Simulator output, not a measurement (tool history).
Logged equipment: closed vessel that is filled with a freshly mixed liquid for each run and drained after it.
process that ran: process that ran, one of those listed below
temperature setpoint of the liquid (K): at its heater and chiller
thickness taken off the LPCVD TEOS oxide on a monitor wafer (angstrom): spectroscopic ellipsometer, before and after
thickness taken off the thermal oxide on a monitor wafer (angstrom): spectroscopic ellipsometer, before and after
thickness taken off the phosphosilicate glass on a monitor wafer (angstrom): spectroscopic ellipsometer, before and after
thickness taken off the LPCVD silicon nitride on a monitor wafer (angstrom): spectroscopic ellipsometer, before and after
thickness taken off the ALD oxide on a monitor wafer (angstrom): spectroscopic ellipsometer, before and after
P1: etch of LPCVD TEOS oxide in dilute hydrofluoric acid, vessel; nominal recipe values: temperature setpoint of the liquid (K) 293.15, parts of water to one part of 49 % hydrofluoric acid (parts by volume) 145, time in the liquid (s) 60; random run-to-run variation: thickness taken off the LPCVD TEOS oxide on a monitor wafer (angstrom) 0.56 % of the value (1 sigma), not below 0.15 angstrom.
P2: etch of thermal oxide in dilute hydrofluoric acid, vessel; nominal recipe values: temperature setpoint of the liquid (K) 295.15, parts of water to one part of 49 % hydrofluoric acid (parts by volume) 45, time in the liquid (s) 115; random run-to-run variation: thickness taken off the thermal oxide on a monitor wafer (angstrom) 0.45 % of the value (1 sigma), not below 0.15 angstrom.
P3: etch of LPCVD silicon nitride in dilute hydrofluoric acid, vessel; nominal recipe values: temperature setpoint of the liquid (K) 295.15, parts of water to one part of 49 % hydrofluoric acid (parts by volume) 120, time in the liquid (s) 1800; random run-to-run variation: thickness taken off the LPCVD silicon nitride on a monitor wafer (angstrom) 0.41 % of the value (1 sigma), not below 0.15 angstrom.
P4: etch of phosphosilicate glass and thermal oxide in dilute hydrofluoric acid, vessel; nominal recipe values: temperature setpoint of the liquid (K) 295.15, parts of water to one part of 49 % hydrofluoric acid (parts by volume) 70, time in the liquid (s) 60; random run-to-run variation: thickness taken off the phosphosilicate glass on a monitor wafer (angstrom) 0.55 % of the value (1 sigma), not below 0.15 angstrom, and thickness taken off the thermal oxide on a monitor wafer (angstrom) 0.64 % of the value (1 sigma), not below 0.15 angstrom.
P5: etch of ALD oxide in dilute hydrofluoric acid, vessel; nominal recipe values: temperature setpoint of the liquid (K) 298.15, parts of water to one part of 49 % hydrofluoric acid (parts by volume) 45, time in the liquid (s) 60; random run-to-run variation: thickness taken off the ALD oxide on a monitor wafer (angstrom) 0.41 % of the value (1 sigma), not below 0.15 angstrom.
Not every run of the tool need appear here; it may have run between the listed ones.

run,hour,process that ran,temperature setpoint of the liquid (K),parts of water to one part of 49 % hydrofluoric acid (parts by volume),time in the liquid (s),hours since the thermometer was replaced,hours since the hydrofluoric acid flow meter was replaced,thickness taken off the LPCVD TEOS oxide on a monitor wafer (angstrom),thickness taken off the thermal oxide on a monitor wafer (angstrom),thickness taken off the phosphosilicate glass on a monitor wafer (angstrom),thickness taken off the LPCVD silicon nitride on a monitor wafer (angstrom),thickness taken off the ALD oxide on a monitor wafer (angstrom)
1,9.8,P1,293.15,145,60,1824.1,877.9,60.572,,,,
2,15.9,P1,293.15,145,60,1830.2,884,59.95,,,,
3,20.8,P1,293.15,145,60,1835.1,888.9,60.319,,,,
4,27.5,P2,295.15,25,115,1841.8,895.6,,215.07,,,
5,36.2,P4,295.15,70,60,1850.5,904.3,,40.223,685.89,,
6,46.4,P1,293.15,95,30,1860.7,914.5,48.763,,,,
7,56.9,P3,290.15,120,1800,1871.2,925,,,,47.326,
8,65.7,P3,295.15,120,1800,1880,933.8,,,,66.229,
9,71.2,P1,293.15,90,60,1885.5,939.3,103.86,,,,
10,78.8,P1,293.15,145,60,1893.1,946.9,59.71,,,,
11,89.6,P2,295.15,45,115,1903.9,957.7,,115.53,,,
12,99.9,P1,293.15,195,35,1914.2,968,24.382,,,,
13,106.3,P5,298.15,45,60,1920.6,974.4,,,,,241.62
14,116.1,P1,293.15,145,30,1930.4,984.2,30.047,,,,
15,125.7,P3,295.15,120,215,1940,993.8,,,,7.7718,
16,136.6,P5,298.15,45,30,1950.9,1004.7,,,,,120.76
17,146.8,P1,293.15,145,120,1961.1,1014.9,121.13,,,,
18,158.2,P1,300.65,145,60,1972.5,1026.3,80.006,,,,
19,166.9,P5,298.15,20,60,1981.2,1035,,,,,562.3
20,172.8,P5,298.15,45,60,1987.1,1040.9,,,,,241.45
21,177.9,P2,295.15,45,115,1992.2,1046,,114.52,,,
22,186.3,P1,290.15,145,60,2000.6,1054.4,53.284,,,,
23,196.5,P5,306.15,45,60,2010.8,1064.6,,,,,330.23
24,204.5,P1,293.15,145,60,2018.8,1072.6,60.188,,,,
25,215.1,P3,295.15,30,1800,2029.4,1083.2,,,,255.46,
26,224.6,P2,295.15,45,190,2038.9,1092.7,,189.42,,,
27,234.8,P4,295.15,125,60,2049.1,1102.9,,20.996,357.89,,
28,244.5,P4,295.15,70,60,2058.8,1112.6,,40.229,684.24,,
29,251,P3,295.15,120,1800,2065.3,1119.1,,,,66.666,
30,256.3,P1,300.15,35,60,2070.6,1124.4,378.26,,,,
31,261.4,P4,290.15,70,60,2075.7,1129.5,,33.103,558.51,,
32,272.6,P4,295.15,70,30,2086.9,1140.7,,20.385,345.25,,
33,278,P1,293.15,145,60,2092.3,1146.1,60.3,,,,

Run 34, settings as shown, results not yet in. Your forecast:
34,287.8,P1,293.15,230,60,2102.1,1155.9,?,,,,

{"run 34": {"thickness taken off the LPCVD TEOS oxide on a monitor wafer (angstrom)": 34.952}}
